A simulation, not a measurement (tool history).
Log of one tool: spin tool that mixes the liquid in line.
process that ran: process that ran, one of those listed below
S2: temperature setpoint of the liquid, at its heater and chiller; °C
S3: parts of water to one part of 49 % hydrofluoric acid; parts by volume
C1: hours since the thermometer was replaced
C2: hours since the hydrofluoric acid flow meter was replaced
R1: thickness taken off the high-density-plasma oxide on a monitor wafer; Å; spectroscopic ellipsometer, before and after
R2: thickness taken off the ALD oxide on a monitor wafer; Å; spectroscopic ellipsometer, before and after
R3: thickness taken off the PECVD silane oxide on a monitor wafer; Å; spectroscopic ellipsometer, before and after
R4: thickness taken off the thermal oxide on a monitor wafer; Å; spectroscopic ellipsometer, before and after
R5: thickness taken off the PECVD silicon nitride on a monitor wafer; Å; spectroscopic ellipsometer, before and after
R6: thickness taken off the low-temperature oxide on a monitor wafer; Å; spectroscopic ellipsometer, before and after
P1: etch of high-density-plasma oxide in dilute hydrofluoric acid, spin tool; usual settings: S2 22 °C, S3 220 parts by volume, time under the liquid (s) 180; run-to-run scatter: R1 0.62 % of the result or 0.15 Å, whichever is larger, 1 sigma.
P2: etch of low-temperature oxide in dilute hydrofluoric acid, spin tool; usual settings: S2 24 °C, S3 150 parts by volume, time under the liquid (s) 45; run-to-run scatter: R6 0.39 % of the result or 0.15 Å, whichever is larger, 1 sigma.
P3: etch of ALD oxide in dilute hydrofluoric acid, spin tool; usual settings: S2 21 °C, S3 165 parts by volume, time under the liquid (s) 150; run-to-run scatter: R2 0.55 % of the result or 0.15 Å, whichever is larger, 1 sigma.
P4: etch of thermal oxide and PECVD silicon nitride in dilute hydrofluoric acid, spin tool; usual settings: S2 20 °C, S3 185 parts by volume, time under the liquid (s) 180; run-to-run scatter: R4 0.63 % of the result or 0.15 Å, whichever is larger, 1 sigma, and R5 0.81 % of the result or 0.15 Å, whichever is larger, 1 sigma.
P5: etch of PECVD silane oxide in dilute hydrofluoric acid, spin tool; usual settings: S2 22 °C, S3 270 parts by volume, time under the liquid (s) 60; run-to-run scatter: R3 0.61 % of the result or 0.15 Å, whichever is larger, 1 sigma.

{"run": 1, "hour": 11.6, "process that ran": "P1", "S2": 22, "S3": 220, "time under the liquid (s)": 180, "C1": 772.1, "C2": 918.8, "R1": 41.266}
{"run": 2, "hour": 26.0, "process that ran": "P3", "S2": 21, "S3": 165, "time under the liquid (s)": 150, "C1": 786.5, "C2": 933.2, "R2": 232.03}
{"run": 3, "hour": 34.3, "process that ran": "P5", "S2": 26.5, "S3": 270, "time under the liquid (s)": 60, "C1": 794.8, "C2": 941.5, "R3": 65.509}
{"run": 4, "hour": 52.0, "process that ran": "P3", "S2": 29, "S3": 165, "time under the liquid (s)": 150, "C1": 812.5, "C2": 959.2, "R2": 310.19}
{"run": 5, "hour": 63.8, "process that ran": "P1", "S2": 22, "S3": 220, "time under the liquid (s)": 180, "C1": 824.3, "C2": 971, "R1": 41.269}
{"run": 6, "hour": 75.3, "process that ran": "P1", "S2": 22, "S3": 220, "time under the liquid (s)": 180, "C1": 835.8, "C2": 982.5, "R1": 41.375}
{"run": 7, "hour": 88.2, "process that ran": "P4", "S2": 20, "S3": 185, "time under the liquid (s)": 180, "C1": 848.7, "C2": 995.4, "R4": 34.873, "R5": 26.187}
{"run": 8, "hour": 99.7, "process that ran": "P4", "S2": 20, "S3": 185, "time under the liquid (s)": 180, "C1": 860.2, "C2": 1006.9, "R4": 35.017, "R5": 26.184}
{"run": 9, "hour": 115.1, "process that ran": "P5", "S2": 22, "S3": 495, "time under the liquid (s)": 60, "C1": 875.6, "C2": 1022.3, "R3": 24.904}
{"run": 10, "hour": 129.6, "process that ran": "P1", "S2": 17, "S3": 220, "time under the liquid (s)": 180, "C1": 890.1, "C2": 1036.8, "R1": 34.246}
{"run": 11, "hour": 143.0, "process that ran": "P1", "S2": 30.5, "S3": 220, "time under the liquid (s)": 180, "C1": 903.5, "C2": 1050.2, "R1": 57.121}
{"run": 12, "hour": 153.7, "process that ran": "P2", "S2": 30, "S3": 150, "time under the liquid (s)": 45, "C1": 914.2, "C2": 1060.9, "R6": 122.62}
{"run": 13, "hour": 161.7, "process that ran": "P1", "S2": 22, "S3": 330, "time under the liquid (s)": 180, "C1": 922.2, "C2": 1068.9, "R1": 25.228}
{"run": 14, "hour": 171.3, "process that ran": "P4", "S2": 20, "S3": 55, "time under the liquid (s)": 180, "C1": 931.8, "C2": 1078.5, "R4": 136.55, "R5": 85.662}
{"run": 15, "hour": 183.8, "process that ran": "P5", "S2": 22, "S3": 270, "time under the liquid (s)": 60, "C1": 944.3, "C2": 1091, "R3": 55.795}
{"run": 16, "hour": 200.2, "process that ran": "P5", "S2": 22, "S3": 270, "time under the liquid (s)": 90, "C1": 960.7, "C2": 1107.4, "R3": 82.854}
{"run": 17, "hour": 215.5, "process that ran": "P1", "S2": 22, "S3": 220, "time under the liquid (s)": 180, "C1": 976, "C2": 1122.7, "R1": 41.949}
{"run": 18, "hour": 229.8, "process that ran": "P1", "S2": 22, "S3": 220, "time under the liquid (s)": 305, "C1": 990.3, "C2": 1137, "R1": 69.811}
{"run": 19, "hour": 243.6, "process that ran": "P2", "S2": 24, "S3": 150, "time under the liquid (s)": 45, "C1": 1004.1, "C2": 1150.8, "R6": 98.62}
{"run": 20, "hour": 257.5, "process that ran": "P3", "S2": 21, "S3": 75, "time under the liquid (s)": 150, "C1": 1018, "C2": 1164.7, "R2": 558.01}
{"run": 21, "hour": 272.2, "process that ran": "P5", "S2": 22, "S3": 270, "time under the liquid (s)": 60, "C1": 1032.7, "C2": 1179.4, "R3": 55.248}
{"run": 22, "hour": 288.6, "process that ran": "P4", "S2": 26, "S3": 185, "time under the liquid (s)": 180, "C1": 1049.1, "C2": 1195.8, "R4": 44.995, "R5": 38.372}
{"run": 23, "hour": 304.0, "process that ran": "P3", "S2": 21, "S3": 165, "time under the liquid (s)": 70, "C1": 1064.5, "C2": 1211.2, "R2": 108.42}
{"run": 24, "hour": 322.3, "process that ran": "P1", "S2": 28.5, "S3": 220, "time under the liquid (s)": 95, "C1": 1082.8, "C2": 1229.5, "R1": 27.971}
{"run": 25, "hour": 338.1, "process that ran": "P2", "S2": 24, "S3": 270, "time under the liquid (s)": 45, "C1": 1098.6, "C2": 1245.3, "R6": 47.623}
{"run": 26, "hour": 349.1, "process that ran": "P1", "S2": 22, "S3": 45, "time under the liquid (s)": 180, "C1": 1109.6, "C2": 1256.3, "R1": 249.25}
{"run": 27, "hour": 367.1, "process that ran": "P1", "S2": 22, "S3": 220, "time under the liquid (s)": 180, "C1": 1127.6, "C2": 1274.3, "R1": 41.258}
{"run": 28, "hour": 379.1, "process that ran": "P1", "S2": 22, "S3": 220, "time under the liquid (s)": 25, "C1": 1139.6, "C2": 1286.3, "R1": 5.6247}
{"run": 29, "hour": 388.8, "process that ran": "P2", "S2": 24, "S3": 150, "time under the liquid (s)": 75, "C1": 1149.3, "C2": 1296, "R6": 164.82}
{"run": 30, "hour": 397.6, "process that ran": "P4", "S2": 20, "S3": 185, "time under the liquid (s)": 315, "C1": 1158.1, "C2": 1304.8, "R4": 62.331, "R5": 45.694}
{"run": 31, "hour": 411.7, "process that ran": "P1", "S2": 22, "S3": 220, "time under the liquid (s)": 180, "C1": 1172.2, "C2": 1318.9, "R1": 41.479}
{"run": 32, "hour": 421.5, "process that ran": "P1", "S2": 22, "S3": 220, "time under the liquid (s)": 180, "C1": 1182, "C2": 1328.7, "R1": 41.859}
{"run": 33, "hour": 430.3, "process that ran": "P1", "S2": 22, "S3": 220, "time under the liquid (s)": 180, "C1": 1190.8, "C2": 1337.5, "R1": 42.144}
{"run": 34, "hour": 445.9, "process that ran": "P1", "S2": 22, "S3": 220, "time under the liquid (s)": 180, "C1": 1206.4, "C2": 1353.1, "R1": 43.863}
{"run": 35, "hour": 460.0, "process that ran": "P1", "S2": 22, "S3": 220, "time under the liquid (s)": 180, "C1": 1220.5, "C2": 1367.2, "R1": 44.045}
{"run": 36, "hour": 472.9, "process that ran": "P1", "S2": 22, "S3": 220, "time under the liquid (s)": 180, "C1": 1233.4, "C2": 1380.1, "R1": 43.762}
{"run": 37, "hour": 491.2, "process that ran": "P1", "S2": 22, "S3": 220, "time under the liquid (s)": 180, "C1": 1251.7, "C2": 1398.4, "R1": 44.054}
{"run": 38, "hour": 506.2, "process that ran": "P1", "S2": 22, "S3": 220, "time under the liquid (s)": 180, "C1": 1266.7, "C2": 1413.4, "R1": 44.852}
{"run": 39, "hour": 516.3, "process that ran": "P1", "S2": 22, "S3": 220, "time under the liquid (s)": 180, "C1": 1276.8, "C2": 1423.5, "R1": 44.156}
{"run": 40, "hour": 529.8, "process that ran": "P1", "S2": 22, "S3": 220, "time under the liquid (s)": 180, "C1": 1290.3, "C2": 1437, "R1": 44.786}
{"run": 41, "hour": 548.1, "process that ran": "P1", "S2": 22, "S3": 220, "time under the liquid (s)": 180, "C1": 1308.6, "C2": 1455.3, "R1": 44.527}

What P1 gives has crept away from where it was. These 2 causes fit the log equally well, each at the size given:
A: hydrofluoric acid flow above the setpoint (%) = 6.04
B: liquid hotter than its thermometer reads (K) = 1.94
The creep began at about hour 411.7.

4 check runs are offered, one wafer each, their results left as question marks. Which one tells the causes apart?
{"run": "check 1", "hour": 566.4, "process that ran": "P5", "S2": 22, "S3": 270, "time under the liquid (s)": 60, "R3": "?"}
{"run": "check 2", "hour": 566.4, "process that ran": "P3", "S2": 21, "S3": 165, "time under the liquid (s)": 150, "R2": "?"}
{"run": "check 3", "hour": 566.4, "process that ran": "P4", "S2": 20, "S3": 185, "time under the liquid (s)": 180, "R4": "?", "R5": "?"}
{"run": "check 4", "hour": 566.4, "process that ran": "P2", "S2": 24, "S3": 150, "time under the liquid (s)": 45, "R6": "?"}

What each check would give under each cause:
check=check_1 result=R3 if_A=59.72 if_B=59.48
check=check_2 result=R2 if_A=247.85 if_B=249.45
check=check_3 result=R4 if_A=37.845 if_B=38.057
check=check_3 result=R5 if_A=27.634 if_B=29.633
check=check_4 result=R6 if_A=105.66 if_B=106.19
How far apart the two closest causes lie, in the result that separates them most: check 1 0.4 %; check 2 0.64 %; check 3 6.98 %; check 4 0.5 %
Only check 3 tells the causes apart: in the others they would give nearly the same result.

Then check 3 was run and gave: R4 37.74 Å; R5 30.279 Å. Which cause is it?

It is B: liquid hotter than its thermometer reads (K).
